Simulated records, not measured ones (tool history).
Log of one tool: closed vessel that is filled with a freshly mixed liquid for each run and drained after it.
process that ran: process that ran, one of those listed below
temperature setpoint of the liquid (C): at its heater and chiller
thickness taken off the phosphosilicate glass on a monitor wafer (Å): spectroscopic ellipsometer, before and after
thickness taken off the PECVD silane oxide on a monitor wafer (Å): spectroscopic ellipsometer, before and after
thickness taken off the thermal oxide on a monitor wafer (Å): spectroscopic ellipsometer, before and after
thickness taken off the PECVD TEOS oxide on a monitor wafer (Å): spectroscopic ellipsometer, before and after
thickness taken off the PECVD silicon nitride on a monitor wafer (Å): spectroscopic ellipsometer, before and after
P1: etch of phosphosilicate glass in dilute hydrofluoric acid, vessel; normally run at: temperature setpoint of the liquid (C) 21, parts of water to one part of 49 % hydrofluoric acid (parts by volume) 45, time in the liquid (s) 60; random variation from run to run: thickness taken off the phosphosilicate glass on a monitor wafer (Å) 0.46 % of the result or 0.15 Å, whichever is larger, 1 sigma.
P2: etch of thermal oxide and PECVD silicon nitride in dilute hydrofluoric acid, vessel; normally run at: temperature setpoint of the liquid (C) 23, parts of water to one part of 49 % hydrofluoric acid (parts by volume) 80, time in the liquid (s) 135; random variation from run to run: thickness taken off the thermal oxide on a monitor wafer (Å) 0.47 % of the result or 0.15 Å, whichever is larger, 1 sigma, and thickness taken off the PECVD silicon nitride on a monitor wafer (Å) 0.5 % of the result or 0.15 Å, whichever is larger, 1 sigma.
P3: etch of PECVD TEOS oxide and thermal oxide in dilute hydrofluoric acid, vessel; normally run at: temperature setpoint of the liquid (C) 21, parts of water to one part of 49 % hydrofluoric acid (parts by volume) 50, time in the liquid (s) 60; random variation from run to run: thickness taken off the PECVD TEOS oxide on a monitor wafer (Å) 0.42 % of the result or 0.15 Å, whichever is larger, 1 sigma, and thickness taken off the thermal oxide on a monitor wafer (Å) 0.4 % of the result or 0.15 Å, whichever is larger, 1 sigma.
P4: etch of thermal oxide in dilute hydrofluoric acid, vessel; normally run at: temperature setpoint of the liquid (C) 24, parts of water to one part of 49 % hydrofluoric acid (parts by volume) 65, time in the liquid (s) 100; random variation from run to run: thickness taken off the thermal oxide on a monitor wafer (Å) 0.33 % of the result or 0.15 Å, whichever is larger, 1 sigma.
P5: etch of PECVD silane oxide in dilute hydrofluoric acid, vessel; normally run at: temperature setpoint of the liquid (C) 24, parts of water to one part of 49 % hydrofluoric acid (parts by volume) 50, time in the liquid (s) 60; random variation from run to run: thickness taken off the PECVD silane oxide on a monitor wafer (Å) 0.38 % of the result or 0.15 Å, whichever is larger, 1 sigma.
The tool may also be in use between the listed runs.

run,hour,process that ran,temperature setpoint of the liquid (C),parts of water to one part of 49 % hydrofluoric acid (parts by volume),time in the liquid (s),thickness taken off the phosphosilicate glass on a monitor wafer (Å),thickness taken off the PECVD silane oxide on a monitor wafer (Å),thickness taken off the thermal oxide on a monitor wafer (Å),thickness taken off the PECVD TEOS oxide on a monitor wafer (Å),thickness taken off the PECVD silicon nitride on a monitor wafer (Å)
1,4.3,P1,21,45,60,2160.9,,,,
2,6.9,P1,21,45,60,2162.8,,,,
3,10.3,P1,21,45,85,3093.7,,,,
4,14.4,P1,21,65,60,1440.9,,,,
5,16.7,P5,24,50,35,,262.23,,,
6,18.8,P4,24,65,180,,,136.09,,
7,20.9,P3,21,50,30,,,26.085,102.9,
8,23.1,P3,21,50,60,,,51.592,206.32,
9,26.1,P4,24,100,100,,,46.801,,
10,28.1,P2,23,50,135,,,137.91,,141.76
11,32.1,P1,21,45,60,2154.1,,,,
12,34.1,P2,23,80,135,,,83.679,,89.442
13,36.5,P1,29,45,60,2999.9,,,,
14,40.6,P2,23,80,135,,,83.274,,89.572
15,43.5,P1,21,45,60,2164.8,,,,
16,46.6,P4,28.5,65,100,,,90.245,,
17,51.3,P2,17,80,135,,,65.09,,59.282
18,54.2,P1,21,45,60,2162,,,,
19,57.9,P1,17,45,60,1810.6,,,,
20,61.2,P5,31,50,60,,598.77,,,
21,63.3,P4,24,65,100,,,76.038,,
22,66.1,P1,21,45,30,1075.3,,,,
23,69.4,P5,24,75,60,,289.95,,,
24,72.1,P5,24,50,60,,449.78,,,
25,74.8,P1,21,65,30,722.93,,,,
26,77.1,P1,21,45,60,2159.9,,,,
27,80.2,P3,25,50,60,,,61.028,244.17,
28,82.9,P4,24,65,100,,,75.472,,
29,86.1,P5,24,50,60,,448.7,,,
30,90.8,P1,28.5,70,60,1818.7,,,,
31,95,P1,21,25,60,4007.3,,,,
32,99.4,P3,21,20,60,,,133.75,535.07,
33,103.5,P2,23,80,30,,,18.669,,19.797
34,107.2,P1,21,45,60,2164.4,,,,
35,110.1,P1,21,45,60,2244,,,,
36,113.5,P1,21,45,60,2289,,,,
37,118.1,P1,21,45,60,2318.5,,,,
38,120.9,P1,21,45,60,2350.5,,,,
39,124.2,P1,21,45,60,2370.4,,,,
40,128.1,P1,21,45,60,2362.3,,,,
41,132.1,P1,21,45,60,2389.9,,,,
42,134.9,P1,21,45,60,2384.4,,,,
43,137,P1,21,45,60,2382.4,,,,

What P1 gives has crept away from where it was. These 2 causes fit the log equally well, each at the size given:
A: liquid hotter than its thermometer reads (K) = 2.27
B: hydrofluoric acid flow above the setpoint (%) = 9.42
The creep began at about hour 107.2.

4 check runs are offered, one wafer each, their results left as question marks. Which one tells the causes apart?
check 1,139.1,P3,21,50,60,,,?,?,
check 2,139.1,P5,24,50,60,,?,,,
check 3,139.1,P2,23,80,135,,,?,,?
check 4,139.1,P4,24,65,100,,,?,,

What each check would give under each cause:
check,result,if A,if B
check 1,thickness taken off the thermal oxide on a monitor wafer (Å),56.947,56.972
check 1,thickness taken off the PECVD TEOS oxide on a monitor wafer (Å),225.93,226.02
check 2,thickness taken off the PECVD silane oxide on a monitor wafer (Å),492.88,494.39
check 3,thickness taken off the thermal oxide on a monitor wafer (Å),91.048,91.73
check 3,thickness taken off the PECVD silicon nitride on a monitor wafer (Å),104.23,97.932
check 4,thickness taken off the thermal oxide on a monitor wafer (Å),82.756,83.249
How far apart the two closest causes lie, in the result that separates them most: check 1 0.04 %; check 2 0.31 %; check 3 6.23 %; check 4 0.59 %
Check 3 tells the causes apart: in the others they would give nearly the same result.

Then check 3 was run and gave: thickness taken off the thermal oxide on a monitor wafer (Å) 91.347; thickness taken off the PECVD silicon nitride on a monitor wafer (Å) 98.18. Which cause is it?

It is B: hydrofluoric acid flow above the setpoint (%).

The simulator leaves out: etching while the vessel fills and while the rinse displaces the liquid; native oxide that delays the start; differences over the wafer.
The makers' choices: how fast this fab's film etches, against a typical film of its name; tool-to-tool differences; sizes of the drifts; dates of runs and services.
